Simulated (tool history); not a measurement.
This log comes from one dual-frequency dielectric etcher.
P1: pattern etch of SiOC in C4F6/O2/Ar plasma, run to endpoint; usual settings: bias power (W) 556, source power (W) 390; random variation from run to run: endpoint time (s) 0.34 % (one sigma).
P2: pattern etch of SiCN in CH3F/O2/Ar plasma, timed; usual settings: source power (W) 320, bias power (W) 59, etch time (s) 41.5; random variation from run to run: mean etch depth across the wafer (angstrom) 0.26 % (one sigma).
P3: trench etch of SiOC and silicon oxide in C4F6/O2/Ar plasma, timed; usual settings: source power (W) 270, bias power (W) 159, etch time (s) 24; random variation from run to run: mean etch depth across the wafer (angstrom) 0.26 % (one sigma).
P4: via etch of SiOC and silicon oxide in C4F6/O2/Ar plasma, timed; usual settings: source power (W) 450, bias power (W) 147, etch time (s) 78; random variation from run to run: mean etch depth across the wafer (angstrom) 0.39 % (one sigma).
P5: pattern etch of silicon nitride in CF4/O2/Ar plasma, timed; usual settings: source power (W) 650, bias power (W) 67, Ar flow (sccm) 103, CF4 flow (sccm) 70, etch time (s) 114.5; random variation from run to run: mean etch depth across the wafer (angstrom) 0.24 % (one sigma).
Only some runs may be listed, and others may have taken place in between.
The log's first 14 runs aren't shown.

| run | hour | process that ran | bias power (W) | source power (W) | Ar flow (sccm) | CF4 flow (sccm) | etch time (s) | endpoint time (s) | mean etch depth across the wafer (angstrom) |
|---|---|---|---|---|---|---|---|---|---|
| 15 | 184.2 | P4 | 147 | 450 |  |  | 95.5 |  | 1069.3 |
| 16 | 194.2 | P1 | 682 | 390 |  |  |  | 14.136 |  |
| 17 | 204.6 | P3 | 159 | 380 |  |  | 24 |  | 451.52 |
| 18 | 214.4 | P1 | 556 | 390 |  |  |  | 15.436 |  |
| 19 | 224.8 | P1 | 458 | 320 |  |  |  | 17.668 |  |
| 20 | 237.5 | P1 | 343 | 390 |  |  |  | 18.395 |  |
| 21 | 252.8 | P3 | 159 | 270 |  |  | 13 |  | 214.73 |
| 22 | 264.9 | P5 | 67 | 650 | 65 | 70 | 114.5 |  | 2929.2 |
| 23 | 275.6 | P5 | 67 | 650 | 103 | 70 | 145 |  | 3526.7 |
| 24 | 284.9 | P1 | 556 | 390 |  |  |  | 15.291 |  |
| 25 | 300.5 | P4 | 147 | 450 |  |  | 78 |  | 876.86 |
| 26 | 310.3 | P3 | 159 | 270 |  |  | 24 |  | 395.34 |
| 27 | 320.7 | P4 | 147 | 580 |  |  | 78 |  | 974.96 |
| 28 | 333.8 | P1 | 556 | 390 |  |  |  | 15.332 |  |
| 29 | 350.3 | P2 | 59 | 190 |  |  | 41.5 |  | 109.94 |
| 30 | 359.6 | P4 | 147 | 450 |  |  | 78 |  | 881.39 |
| 31 | 374.8 | P1 | 556 | 390 |  |  |  | 15.332 |  |
| 32 | 382.9 | P1 | 556 | 390 |  |  |  | 15.377 |  |
| 33 | 399.6 | P1 | 556 | 390 |  |  |  | 15.512 |  |
| 34 | 406.9 | P1 | 556 | 390 |  |  |  | 15.53 |  |

Run 35 is up next; what results do you expect?
| 35 | 422 | P1 | 556 | 390 |  |  |  | ? |  |

Logged for run 35: endpoint time (s) 15.611.
